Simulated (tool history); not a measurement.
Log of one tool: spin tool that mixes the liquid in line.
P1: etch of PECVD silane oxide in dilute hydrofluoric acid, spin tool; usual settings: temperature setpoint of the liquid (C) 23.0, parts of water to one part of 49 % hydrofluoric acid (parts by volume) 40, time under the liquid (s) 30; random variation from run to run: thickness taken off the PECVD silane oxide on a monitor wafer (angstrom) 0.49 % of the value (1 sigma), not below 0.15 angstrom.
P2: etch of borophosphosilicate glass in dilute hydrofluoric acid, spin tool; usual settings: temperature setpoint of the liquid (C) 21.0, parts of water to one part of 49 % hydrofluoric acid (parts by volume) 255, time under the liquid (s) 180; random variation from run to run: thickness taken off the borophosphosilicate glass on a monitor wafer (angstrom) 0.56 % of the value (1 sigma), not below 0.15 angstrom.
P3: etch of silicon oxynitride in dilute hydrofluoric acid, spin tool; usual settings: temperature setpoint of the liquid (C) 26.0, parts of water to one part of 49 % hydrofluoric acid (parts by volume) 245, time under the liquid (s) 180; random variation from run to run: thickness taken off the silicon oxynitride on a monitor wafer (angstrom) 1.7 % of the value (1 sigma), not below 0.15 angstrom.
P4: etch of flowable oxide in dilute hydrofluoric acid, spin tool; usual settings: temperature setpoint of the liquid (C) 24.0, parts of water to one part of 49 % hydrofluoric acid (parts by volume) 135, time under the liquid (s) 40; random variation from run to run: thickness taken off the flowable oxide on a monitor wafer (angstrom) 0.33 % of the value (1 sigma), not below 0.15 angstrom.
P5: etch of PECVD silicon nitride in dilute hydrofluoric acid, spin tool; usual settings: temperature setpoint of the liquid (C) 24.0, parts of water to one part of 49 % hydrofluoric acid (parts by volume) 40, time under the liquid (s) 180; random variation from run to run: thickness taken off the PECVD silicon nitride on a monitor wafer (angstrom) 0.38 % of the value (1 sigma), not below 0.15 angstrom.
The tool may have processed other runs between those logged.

run,hour,process that ran,temperature setpoint of the liquid (C),parts of water to one part of 49 % hydrofluoric acid (parts by volume),time under the liquid (s),hours since the thermometer was replaced,hours since the hydrofluoric acid flow meter was replaced,thickness taken off the PECVD silane oxide on a monitor wafer (angstrom),thickness taken off the flowable oxide on a monitor wafer (angstrom),thickness taken off the borophosphosilicate glass on a monitor wafer (angstrom),thickness taken off the PECVD silicon nitride on a monitor wafer (angstrom),thickness taken off the silicon oxynitride on a monitor wafer (angstrom)
1,15.4,P1,23.0,40,30,1039.5,409.7,115.860,,,,
2,23.4,P4,17.0,135,40,1047.5,417.7,,79.203,,,
3,30.7,P2,21.0,100,180,1054.8,425.0,,,941.18,,
4,44.1,P5,17.0,40,180,1068.2,438.4,,,,46.155,
5,54.4,P2,21.0,255,180,1078.5,448.7,,,311.71,,
6,61.8,P1,30.5,40,30,1085.9,456.1,157.760,,,,
7,71.7,P3,26.0,145,180,1095.8,466.0,,,,,29.3160
8,87.2,P1,23.0,40,30,1111.3,481.5,116.270,,,,
9,103.4,P1,23.0,40,15,1127.5,497.7,57.608,,,,
10,115.1,P4,24.0,135,40,1139.2,509.4,,105.010,,,
11,130.8,P1,23.0,55,15,1154.9,525.1,41.770,,,,
12,143.7,P1,17.0,40,30,1167.8,538.0,90.265,,,,
13,157.8,P2,21.0,255,180,1181.9,552.1,,,312.89,,
14,165.6,P3,34.0,245,180,1189.7,559.9,,,,,22.4510
15,178.7,P4,24.0,135,40,1202.8,573.0,,105.740,,,
16,194.9,P2,21.0,255,345,1219.0,589.2,,,601.30,,
17,202.9,P1,23.0,60,30,1227.0,597.2,75.746,,,,
18,211.2,P5,24.0,20,180,1235.3,605.5,,,,146.200,
19,221.6,P1,29.0,25,30,1245.7,615.9,242.130,,,,
20,229.1,P1,23.0,40,60,1253.2,623.4,232.510,,,,
21,245.2,P4,24.0,25,40,1269.3,639.5,,651.740,,,
22,256.5,P3,26.0,245,180,1280.6,650.8,,,,,15.9550
23,268.5,P2,17.0,255,180,1292.6,662.8,,,272.20,,
24,281.4,P3,26.0,245,40,1305.5,675.7,,,,,3.5551
25,290.4,P5,24.0,40,180,1314.5,684.7,,,,75.458,
26,303.1,P5,24.0,40,270,1327.2,697.4,,,,112.170,
27,312.3,P1,23.0,40,30,1336.4,706.6,117.310,,,,
28,322.8,P4,24.0,135,15,1346.9,717.1,,39.268,,,
29,338.0,P1,23.0,20,30,1362.1,732.3,240.220,,,,
30,352.0,P1,23.0,40,30,1376.1,746.3,115.910,,,,
31,362.4,P1,23.0,40,30,1386.5,756.7,116.620,,,,
32,376.1,P1,23.0,40,30,1400.2,770.4,120.600,,,,
33,392.2,P1,23.0,40,30,1416.3,786.5,122.890,,,,
34,406.9,P1,23.0,40,30,1431.0,801.2,124.260,,,,
35,421.3,P1,23.0,40,30,1445.4,815.6,124.360,,,,
36,430.1,P1,23.0,40,30,1454.2,824.4,123.830,,,,
37,442.8,P1,23.0,40,30,1466.9,837.1,124.890,,,,
38,452.1,P1,23.0,40,30,1476.2,846.4,124.600,,,,

What P1 gives has crept away from where it was. These 2 causes fit the log equally well, each at the size given:
A: hydrofluoric acid flow above the setpoint (%) = 6.8
B: liquid hotter than its thermometer reads (K) = 1.67
Onset of the creep was near hour 362.4.

The check runs listed below each take one wafer, and their results are still question marks. Under which run would the listed causes lead to clearly different results?
check 1,461.4,P4,18.0,135,40,,,,?,,,
check 2,461.4,P2,17.0,145,180,,,,,?,,
check 3,461.4,P3,29.0,245,180,,,,,,,?
check 4,461.4,P5,19.5,40,180,,,,,,?,

How each check would come out, cause by cause:
check,result,if A,if B
check 1,thickness taken off the flowable oxide on a monitor wafer (angstrom),89.275,88.675
check 2,thickness taken off the borophosphosilicate glass on a monitor wafer (angstrom),563.16,559.38
check 3,thickness taken off the silicon oxynitride on a monitor wafer (angstrom),19.6530,19.4440
check 4,thickness taken off the PECVD silicon nitride on a monitor wafer (angstrom),58.882,62.056
Distance between the nearest two causes, measured in the result of the check that separates them most: check 1 0.67 %; check 2 0.67 %; check 3 1.07 %; check 4 5.25 %
Of the check runs offered, only check 4 discriminates between the causes; the rest would read about the same regardless of which cause applies.

Here is what check 4 returned: thickness taken off the PECVD silicon nitride on a monitor wafer (angstrom) 61.874. Which cause is it?

It was cause B: liquid hotter than its thermometer reads (K).

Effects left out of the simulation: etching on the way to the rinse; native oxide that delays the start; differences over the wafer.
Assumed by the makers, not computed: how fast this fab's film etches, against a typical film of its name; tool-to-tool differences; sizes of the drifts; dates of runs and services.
